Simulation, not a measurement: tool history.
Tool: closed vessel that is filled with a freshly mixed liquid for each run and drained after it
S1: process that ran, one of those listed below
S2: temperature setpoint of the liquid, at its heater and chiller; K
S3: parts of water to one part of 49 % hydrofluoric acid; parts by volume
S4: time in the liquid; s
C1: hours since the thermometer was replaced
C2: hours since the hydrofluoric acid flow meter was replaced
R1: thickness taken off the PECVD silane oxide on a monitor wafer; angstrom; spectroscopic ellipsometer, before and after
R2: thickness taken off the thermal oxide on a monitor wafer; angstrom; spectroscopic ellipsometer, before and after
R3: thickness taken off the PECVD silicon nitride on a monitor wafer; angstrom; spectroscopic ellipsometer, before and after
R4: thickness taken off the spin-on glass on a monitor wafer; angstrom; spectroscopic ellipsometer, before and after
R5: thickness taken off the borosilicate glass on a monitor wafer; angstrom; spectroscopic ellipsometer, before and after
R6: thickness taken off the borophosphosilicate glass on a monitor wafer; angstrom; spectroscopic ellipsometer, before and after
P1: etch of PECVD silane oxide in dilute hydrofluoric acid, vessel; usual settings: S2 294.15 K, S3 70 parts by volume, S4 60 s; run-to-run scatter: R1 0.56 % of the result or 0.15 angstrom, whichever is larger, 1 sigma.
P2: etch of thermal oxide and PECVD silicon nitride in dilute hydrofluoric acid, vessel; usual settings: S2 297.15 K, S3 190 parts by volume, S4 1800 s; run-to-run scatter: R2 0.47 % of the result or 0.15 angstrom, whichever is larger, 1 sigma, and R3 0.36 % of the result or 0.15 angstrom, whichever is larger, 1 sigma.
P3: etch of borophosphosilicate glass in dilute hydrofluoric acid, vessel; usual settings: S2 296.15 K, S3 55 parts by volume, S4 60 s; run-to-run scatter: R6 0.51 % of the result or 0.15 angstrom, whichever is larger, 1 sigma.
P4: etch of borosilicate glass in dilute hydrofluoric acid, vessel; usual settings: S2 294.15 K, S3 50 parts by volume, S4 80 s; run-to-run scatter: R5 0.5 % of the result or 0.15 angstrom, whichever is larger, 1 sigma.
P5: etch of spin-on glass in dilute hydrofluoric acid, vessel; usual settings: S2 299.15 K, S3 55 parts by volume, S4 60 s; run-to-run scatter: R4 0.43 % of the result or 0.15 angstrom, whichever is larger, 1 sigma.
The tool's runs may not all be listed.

{"run": 1, "day": 0.296, "S1": "P1", "S2": 294.15, "S3": 70, "S4": 60, "C1": 1066.3, "C2": 279.7, "R1": 131.85}
{"run": 2, "day": 0.75, "S1": "P2", "S2": 297.15, "S3": 190, "S4": 1800, "C1": 1077.2, "C2": 290.6, "R2": 392.76, "R3": 165.05}
{"run": 3, "day": 1.033, "S1": "P1", "S2": 298.15, "S3": 20, "S4": 60, "C1": 1084.0, "C2": 297.4, "R1": 578.29}
{"run": 4, "day": 1.6, "S1": "P1", "S2": 290.15, "S3": 70, "S4": 95, "C1": 1097.6, "C2": 311.0, "R1": 176.3}
{"run": 5, "day": 1.904, "S1": "P5", "S2": 299.15, "S3": 55, "S4": 30, "C1": 1104.9, "C2": 318.3, "R4": 371.86}
{"run": 6, "day": 2.3, "S1": "P4", "S2": 290.15, "S3": 50, "S4": 80, "C1": 1114.4, "C2": 327.8, "R5": 390.75}
{"run": 7, "day": 2.85, "S1": "P3", "S2": 296.15, "S3": 55, "S4": 100, "C1": 1127.6, "C2": 341.0, "R6": 784.76}
{"run": 8, "day": 3.325, "S1": "P1", "S2": 298.15, "S3": 70, "S4": 60, "C1": 1139.0, "C2": 352.4, "R1": 154.41}
{"run": 9, "day": 3.725, "S1": "P4", "S2": 294.15, "S3": 50, "S4": 80, "C1": 1148.6, "C2": 362.0, "R5": 463.84}
{"run": 10, "day": 4.129, "S1": "P1", "S2": 294.15, "S3": 70, "S4": 60, "C1": 1158.3, "C2": 371.7, "R1": 131.79}
{"run": 11, "day": 4.6, "S1": "P1", "S2": 294.15, "S3": 130, "S4": 60, "C1": 1169.6, "C2": 383.0, "R1": 65.27}
{"run": 12, "day": 5.167, "S1": "P2", "S2": 297.15, "S3": 85, "S4": 1800, "C1": 1183.2, "C2": 396.6, "R2": 994.09, "R3": 363.76}
{"run": 13, "day": 5.65, "S1": "P1", "S2": 294.15, "S3": 70, "S4": 60, "C1": 1194.8, "C2": 408.2, "R1": 130.25}
{"run": 14, "day": 6.146, "S1": "P5", "S2": 299.15, "S3": 80, "S4": 60, "C1": 1206.7, "C2": 420.1, "R4": 487.58}
{"run": 15, "day": 6.496, "S1": "P1", "S2": 294.15, "S3": 70, "S4": 60, "C1": 1215.1, "C2": 428.5, "R1": 131.08}
{"run": 16, "day": 6.975, "S1": "P2", "S2": 303.65, "S3": 190, "S4": 1800, "C1": 1226.6, "C2": 440.0, "R2": 492.7, "R3": 246.35}
{"run": 17, "day": 7.496, "S1": "P4", "S2": 294.15, "S3": 50, "S4": 30, "C1": 1239.1, "C2": 452.5, "R5": 173.94}
{"run": 18, "day": 8.033, "S1": "P1", "S2": 294.15, "S3": 70, "S4": 60, "C1": 1252.0, "C2": 465.4, "R1": 132.27}
{"run": 19, "day": 8.412, "S1": "P3", "S2": 296.15, "S3": 55, "S4": 60, "C1": 1261.1, "C2": 474.5, "R6": 468.12}
{"run": 20, "day": 8.85, "S1": "P1", "S2": 294.15, "S3": 70, "S4": 60, "C1": 1271.6, "C2": 485.0, "R1": 131.81}
{"run": 21, "day": 9.388, "S1": "P5", "S2": 293.65, "S3": 55, "S4": 60, "C1": 1284.5, "C2": 497.9, "R4": 592.56}
{"run": 22, "day": 9.762, "S1": "P4", "S2": 294.15, "S3": 20, "S4": 80, "C1": 1293.5, "C2": 506.9, "R5": 1212.4}
{"run": 23, "day": 10.162, "S1": "P2", "S2": 297.15, "S3": 190, "S4": 695, "C1": 1303.1, "C2": 516.5, "R2": 150.23, "R3": 63.804}
{"run": 24, "day": 10.467, "S1": "P3", "S2": 290.15, "S3": 55, "S4": 60, "C1": 1310.4, "C2": 523.8, "R6": 364.35}
{"run": 25, "day": 10.967, "S1": "P5", "S2": 299.15, "S3": 55, "S4": 60, "C1": 1322.4, "C2": 535.8, "R4": 740.44}
{"run": 26, "day": 11.308, "S1": "P1", "S2": 294.15, "S3": 20, "S4": 60, "C1": 1330.6, "C2": 544.0, "R1": 490.86}
{"run": 27, "day": 11.567, "S1": "P1", "S2": 290.15, "S3": 70, "S4": 60, "C1": 1336.8, "C2": 550.2, "R1": 110.25}
{"run": 28, "day": 12.05, "S1": "P2", "S2": 297.15, "S3": 190, "S4": 1800, "C1": 1348.4, "C2": 561.8, "R2": 391.55, "R3": 164.14}
{"run": 29, "day": 12.596, "S1": "P1", "S2": 294.15, "S3": 70, "S4": 30, "C1": 1361.5, "C2": 574.9, "R1": 65.127}
{"run": 30, "day": 13.038, "S1": "P1", "S2": 294.15, "S3": 70, "S4": 60, "C1": 1372.1, "C2": 585.5, "R1": 131.46}
{"run": 31, "day": 13.608, "S1": "P3", "S2": 296.15, "S3": 90, "S4": 60, "C1": 1385.8, "C2": 599.2, "R6": 276.45}
{"run": 32, "day": 14.117, "S1": "P1", "S2": 294.15, "S3": 70, "S4": 100, "C1": 1398.0, "C2": 611.4, "R1": 218.62}
{"run": 33, "day": 14.617, "S1": "P1", "S2": 294.15, "S3": 70, "S4": 60, "C1": 1410.0, "C2": 623.4, "R1": 129.81}
{"run": 34, "day": 15.092, "S1": "P1", "S2": 294.15, "S3": 70, "S4": 60, "C1": 1421.4, "C2": 634.8, "R1": 126.16}
{"run": 35, "day": 15.346, "S1": "P1", "S2": 294.15, "S3": 70, "S4": 60, "C1": 1427.5, "C2": 640.9, "R1": 125.6}
{"run": 36, "day": 15.75, "S1": "P1", "S2": 294.15, "S3": 70, "S4": 60, "C1": 1437.2, "C2": 650.6, "R1": 124.4}
{"run": 37, "day": 16.038, "S1": "P1", "S2": 294.15, "S3": 70, "S4": 60, "C1": 1444.1, "C2": 657.5, "R1": 122.98}
{"run": 38, "day": 16.55, "S1": "P1", "S2": 294.15, "S3": 70, "S4": 60, "C1": 1456.4, "C2": 669.8, "R1": 122.28}
{"run": 39, "day": 17.054, "S1": "P1", "S2": 294.15, "S3": 70, "S4": 60, "C1": 1468.5, "C2": 681.9, "R1": 121.23}
{"run": 40, "day": 17.346, "S1": "P1", "S2": 294.15, "S3": 70, "S4": 60, "C1": 1475.5, "C2": 688.9, "R1": 120.72}
{"run": 41, "day": 17.875, "S1": "P1", "S2": 294.15, "S3": 70, "S4": 60, "C1": 1488.2, "C2": 701.6, "R1": 121.62}

What P1 gives has crept away from where it was. These 2 causes fit the log equally well, each at the size given:
A: hydrofluoric acid flow below the setpoint (%) = 6.95
B: liquid colder than its thermometer reads (K) = 1.87
The creep began at about day 14.617.

4 check runs are offered, one wafer each, their results left as question marks. Which one tells the causes apart?
{"run": "check 1", "day": 18.404, "S1": "P2", "S2": 297.15, "S3": 190, "S4": 1800, "R2": "?", "R3": "?"}
{"run": "check 2", "day": 18.404, "S1": "P5", "S2": 299.15, "S3": 55, "S4": 60, "R4": "?"}
{"run": "check 3", "day": 18.404, "S1": "P3", "S2": 296.15, "S3": 55, "S4": 60, "R6": "?"}
{"run": "check 4", "day": 18.404, "S1": "P4", "S2": 294.15, "S3": 50, "S4": 80, "R5": "?"}

What each check would give under each cause:
check=check_1 result=R2 if_A=358.43 if_B=364.59
check=check_1 result=R3 if_A=153.120 if_B=145.880
check=check_2 result=R4 if_A=684.75 if_B=685.94
check=check_3 result=R6 if_A=433.37 if_B=433.15
check=check_4 result=R5 if_A=429.07 if_B=427.85
How far apart the two closest causes lie, in the result that separates them most: check 1 4.84 %; check 2 0.17 %; check 3 0.05 %; check 4 0.29 %
Check 1 tells the causes apart: in the others they would give nearly the same result.

Check 1 was then run and gave: R2 367.13 angstrom; R3 145.210 angstrom. Which cause is it?

It is B: liquid colder than its thermometer reads (K).
